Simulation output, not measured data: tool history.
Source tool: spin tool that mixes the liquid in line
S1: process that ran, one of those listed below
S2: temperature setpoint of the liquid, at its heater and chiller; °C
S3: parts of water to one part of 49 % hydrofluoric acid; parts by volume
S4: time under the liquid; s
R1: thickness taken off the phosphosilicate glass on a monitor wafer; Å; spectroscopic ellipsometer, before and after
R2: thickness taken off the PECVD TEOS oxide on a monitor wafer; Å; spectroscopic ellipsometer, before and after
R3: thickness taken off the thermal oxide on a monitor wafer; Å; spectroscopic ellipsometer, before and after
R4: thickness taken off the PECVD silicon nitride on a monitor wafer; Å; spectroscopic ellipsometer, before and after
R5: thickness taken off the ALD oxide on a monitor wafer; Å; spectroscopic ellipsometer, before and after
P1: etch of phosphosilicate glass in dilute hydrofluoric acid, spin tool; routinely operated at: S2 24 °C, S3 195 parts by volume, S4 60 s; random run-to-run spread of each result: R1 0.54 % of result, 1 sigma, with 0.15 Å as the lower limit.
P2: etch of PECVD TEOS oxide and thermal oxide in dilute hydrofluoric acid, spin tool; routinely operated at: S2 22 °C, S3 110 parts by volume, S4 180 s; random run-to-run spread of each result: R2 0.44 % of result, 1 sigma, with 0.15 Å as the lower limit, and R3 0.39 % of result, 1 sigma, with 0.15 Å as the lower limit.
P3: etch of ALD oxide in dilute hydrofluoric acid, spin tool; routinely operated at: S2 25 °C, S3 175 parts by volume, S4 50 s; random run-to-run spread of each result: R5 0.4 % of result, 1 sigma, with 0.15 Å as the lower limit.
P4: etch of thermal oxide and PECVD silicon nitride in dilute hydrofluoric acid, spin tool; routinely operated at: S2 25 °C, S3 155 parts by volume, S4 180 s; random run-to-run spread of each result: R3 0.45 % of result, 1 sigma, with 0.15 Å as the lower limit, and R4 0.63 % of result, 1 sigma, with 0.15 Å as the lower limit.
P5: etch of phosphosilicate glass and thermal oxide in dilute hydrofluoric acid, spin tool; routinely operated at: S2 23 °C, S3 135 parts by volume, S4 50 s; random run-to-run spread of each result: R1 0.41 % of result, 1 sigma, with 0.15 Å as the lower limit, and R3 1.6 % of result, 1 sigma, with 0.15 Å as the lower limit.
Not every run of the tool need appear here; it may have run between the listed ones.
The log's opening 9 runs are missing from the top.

{"run": 10, "hour": 35.7, "S1": "P5", "S2": 23, "S3": 135, "S4": 50, "R1": 255.53, "R3": 15.988}
{"run": 11, "hour": 39.1, "S1": "P1", "S2": 24, "S3": 195, "S4": 60, "R1": 305.25}
{"run": 12, "hour": 43.3, "S1": "P4", "S2": 25, "S3": 155, "S4": 180, "R3": 55.215, "R4": 47.171}
{"run": 13, "hour": 47.4, "S1": "P5", "S2": 23, "S3": 135, "S4": 50, "R1": 257.18, "R3": 17.065}
{"run": 14, "hour": 51.5, "S1": "P2", "S2": 22, "S3": 110, "S4": 180, "R2": 128.53, "R3": 69.203}
{"run": 15, "hour": 56.4, "S1": "P1", "S2": 24, "S3": 105, "S4": 90, "R1": 945.64}
{"hour": 58.1, "done": "thermometer replaced"}
{"run": 16, "hour": 61.3, "S1": "P3", "S2": 25, "S3": 260, "S4": 50, "R5": 53.176}
{"run": 17, "hour": 63.7, "S1": "P2", "S2": 17, "S3": 110, "S4": 180, "R2": 105.19, "R3": 56.788}
{"run": 18, "hour": 67.9, "S1": "P3", "S2": 32.5, "S3": 175, "S4": 50, "R5": 113.03}
{"run": 19, "hour": 70.3, "S1": "P3", "S2": 25, "S3": 175, "S4": 50, "R5": 86.321}
{"run": 20, "hour": 73.2, "S1": "P4", "S2": 25, "S3": 155, "S4": 345, "R3": 104.61, "R4": 91.281}
{"run": 21, "hour": 77.5, "S1": "P1", "S2": 24, "S3": 195, "S4": 60, "R1": 308.34}
{"run": 22, "hour": 82.9, "S1": "P3", "S2": 25, "S3": 175, "S4": 100, "R5": 174.13}
{"run": 23, "hour": 85.6, "S1": "P4", "S2": 33, "S3": 155, "S4": 180, "R3": 73.715, "R4": 77.023}
{"run": 24, "hour": 88.4, "S1": "P3", "S2": 25, "S3": 175, "S4": 50, "R5": 86.064}
{"run": 25, "hour": 92.4, "S1": "P1", "S2": 28.5, "S3": 195, "S4": 60, "R1": 359.48}
{"run": 26, "hour": 96.5, "S1": "P1", "S2": 17.5, "S3": 195, "S4": 60, "R1": 238.84}
{"run": 27, "hour": 100.4, "S1": "P1", "S2": 24, "S3": 195, "S4": 115, "R1": 581.14}
{"hour": 100.6, "done": "hydrofluoric acid flow meter replaced"}
{"run": 28, "hour": 105.5, "S1": "P5", "S2": 23, "S3": 135, "S4": 15, "R1": 76.82, "R3": 5.2085}

Run 29 comes next. What will it give?
{"run": 29, "hour": 109.0, "S1": "P5", "S2": 23, "S3": 25, "S4": 50, "R1": "?", "R3": "?"}

Run 29 yielded R1 1579.6 Å, R3 99.894 Å.

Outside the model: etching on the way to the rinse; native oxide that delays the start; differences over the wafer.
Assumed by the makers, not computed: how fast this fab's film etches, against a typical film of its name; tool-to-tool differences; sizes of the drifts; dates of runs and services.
